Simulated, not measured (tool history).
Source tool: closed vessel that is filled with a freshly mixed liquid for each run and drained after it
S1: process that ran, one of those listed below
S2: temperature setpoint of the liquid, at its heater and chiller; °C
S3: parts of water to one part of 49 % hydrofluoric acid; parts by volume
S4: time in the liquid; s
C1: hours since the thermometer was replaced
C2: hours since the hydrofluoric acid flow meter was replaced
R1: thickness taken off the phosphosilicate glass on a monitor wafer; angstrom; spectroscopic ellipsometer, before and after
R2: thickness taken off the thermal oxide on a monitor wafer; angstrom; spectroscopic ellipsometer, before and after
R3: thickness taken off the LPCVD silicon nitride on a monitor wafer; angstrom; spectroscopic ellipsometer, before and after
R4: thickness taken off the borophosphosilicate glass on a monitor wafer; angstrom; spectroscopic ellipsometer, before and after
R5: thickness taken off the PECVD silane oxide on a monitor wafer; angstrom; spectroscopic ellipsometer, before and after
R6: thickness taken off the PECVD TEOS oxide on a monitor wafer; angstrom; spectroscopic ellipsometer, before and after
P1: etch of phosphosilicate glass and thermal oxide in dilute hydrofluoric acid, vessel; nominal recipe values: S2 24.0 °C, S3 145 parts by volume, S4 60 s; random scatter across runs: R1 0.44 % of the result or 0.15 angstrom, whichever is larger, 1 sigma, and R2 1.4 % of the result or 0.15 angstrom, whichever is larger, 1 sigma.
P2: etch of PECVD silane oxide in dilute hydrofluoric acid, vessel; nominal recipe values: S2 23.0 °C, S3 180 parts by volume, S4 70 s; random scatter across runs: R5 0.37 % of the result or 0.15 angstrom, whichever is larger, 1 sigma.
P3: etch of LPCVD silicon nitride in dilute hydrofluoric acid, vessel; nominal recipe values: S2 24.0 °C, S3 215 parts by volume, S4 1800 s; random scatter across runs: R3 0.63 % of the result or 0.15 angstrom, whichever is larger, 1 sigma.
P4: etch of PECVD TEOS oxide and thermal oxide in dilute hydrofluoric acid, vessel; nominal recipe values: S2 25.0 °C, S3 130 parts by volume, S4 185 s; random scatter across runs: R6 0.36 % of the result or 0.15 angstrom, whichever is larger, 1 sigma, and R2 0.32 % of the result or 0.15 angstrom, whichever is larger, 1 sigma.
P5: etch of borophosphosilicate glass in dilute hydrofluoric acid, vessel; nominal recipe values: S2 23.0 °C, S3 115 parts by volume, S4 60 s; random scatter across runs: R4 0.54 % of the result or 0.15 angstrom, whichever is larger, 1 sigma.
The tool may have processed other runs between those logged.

{"run": 1, "day": 0.421, "S1": "P1", "S2": 24.0, "S3": 145, "S4": 60, "C1": 1097.2, "C2": 301.2, "R1": 291.75, "R2": 18.39}
{"run": 2, "day": 0.758, "S1": "P3", "S2": 24.0, "S3": 110, "S4": 1800, "C1": 1105.3, "C2": 309.3, "R3": 79.431}
{"run": 3, "day": 1.158, "S1": "P1", "S2": 24.0, "S3": 80, "S4": 60, "C1": 1114.9, "C2": 318.9, "R1": 573.79, "R2": 38.104}
{"run": 4, "day": 1.458, "S1": "P3", "S2": 24.0, "S3": 215, "S4": 805, "C1": 1122.1, "C2": 326.1, "R3": 18.395}
{"run": 5, "day": 1.671, "S1": "P5", "S2": 23.0, "S3": 190, "S4": 60, "C1": 1127.2, "C2": 331.2, "R4": 221.86}
{"run": 6, "day": 1.988, "S1": "P1", "S2": 24.0, "S3": 145, "S4": 60, "C1": 1134.8, "C2": 338.8, "R1": 293.5, "R2": 19.11}
{"run": 7, "day": 2.267, "S1": "P1", "S2": 24.0, "S3": 145, "S4": 30, "C1": 1141.5, "C2": 345.5, "R1": 146.19, "R2": 9.3687}
{"run": 8, "day": 2.588, "S1": "P2", "S2": 17.0, "S3": 180, "S4": 70, "C1": 1149.2, "C2": 353.2, "R5": 100.89}
{"run": 9, "day": 2.904, "S1": "P2", "S2": 23.0, "S3": 180, "S4": 30, "C1": 1156.8, "C2": 360.8, "R5": 54.812}
{"run": 10, "day": 3.133, "S1": "P3", "S2": 24.0, "S3": 215, "S4": 1800, "C1": 1162.3, "C2": 366.3, "R3": 40.863}
{"day": 3.238, "done": "thermometer replaced"}
{"run": 11, "day": 3.408, "S1": "P4", "S2": 25.0, "S3": 130, "S4": 185, "C1": 4.1, "C2": 372.9, "R2": 63.403, "R6": 386.42}
{"run": 12, "day": 3.746, "S1": "P1", "S2": 24.0, "S3": 145, "S4": 60, "C1": 12.2, "C2": 381.0, "R1": 291.65, "R2": 19.673}
{"run": 13, "day": 3.95, "S1": "P1", "S2": 24.0, "S3": 145, "S4": 60, "C1": 17.1, "C2": 385.9, "R1": 291.92, "R2": 19.119}
{"run": 14, "day": 4.321, "S1": "P1", "S2": 18.0, "S3": 145, "S4": 60, "C1": 26.0, "C2": 394.8, "R1": 229.9, "R2": 15.087}
{"run": 15, "day": 4.592, "S1": "P2", "S2": 23.0, "S3": 260, "S4": 70, "C1": 32.5, "C2": 401.3, "R5": 81.458}
{"run": 16, "day": 4.892, "S1": "P1", "S2": 27.5, "S3": 145, "S4": 60, "C1": 39.7, "C2": 408.5, "R1": 333.6, "R2": 21.904}
{"run": 17, "day": 5.308, "S1": "P4", "S2": 18.5, "S3": 130, "S4": 185, "C1": 49.7, "C2": 418.5, "R2": 49.058, "R6": 298.06}
{"run": 18, "day": 5.617, "S1": "P4", "S2": 25.0, "S3": 205, "S4": 185, "C1": 57.1, "C2": 425.9, "R2": 36.912, "R6": 224.85}
{"run": 19, "day": 6.033, "S1": "P5", "S2": 23.0, "S3": 115, "S4": 60, "C1": 67.1, "C2": 435.9, "R4": 398.98}
{"run": 20, "day": 6.408, "S1": "P1", "S2": 20.0, "S3": 215, "S4": 60, "C1": 76.1, "C2": 444.9, "R1": 157.6, "R2": 10.529}
{"run": 21, "day": 6.733, "S1": "P5", "S2": 23.0, "S3": 115, "S4": 60, "C1": 83.9, "C2": 452.7, "R4": 401.82}
{"run": 22, "day": 7.029, "S1": "P3", "S2": 19.0, "S3": 215, "S4": 1800, "C1": 91.0, "C2": 459.8, "R3": 29.99}
{"run": 23, "day": 7.425, "S1": "P1", "S2": 24.0, "S3": 90, "S4": 30, "C1": 100.5, "C2": 469.3, "R1": 251.28, "R2": 16.119}
{"run": 24, "day": 7.696, "S1": "P2", "S2": 23.0, "S3": 180, "S4": 70, "C1": 107.0, "C2": 475.8, "R5": 127.76}
{"run": 25, "day": 8.042, "S1": "P3", "S2": 24.0, "S3": 215, "S4": 1800, "C1": 115.3, "C2": 484.1, "R3": 40.549}
{"run": 26, "day": 8.275, "S1": "P4", "S2": 25.0, "S3": 130, "S4": 275, "C1": 120.9, "C2": 489.7, "R2": 94.331, "R6": 577.95}

Forecast run 27:
{"run": 27, "day": 8.529, "S1": "P1", "S2": 24.0, "S3": 235, "S4": 60, "C1": 127.0, "C2": 495.8, "R1": "?", "R2": "?"}

R1: 163.23 angstrom
R2: 10.5330 angstrom

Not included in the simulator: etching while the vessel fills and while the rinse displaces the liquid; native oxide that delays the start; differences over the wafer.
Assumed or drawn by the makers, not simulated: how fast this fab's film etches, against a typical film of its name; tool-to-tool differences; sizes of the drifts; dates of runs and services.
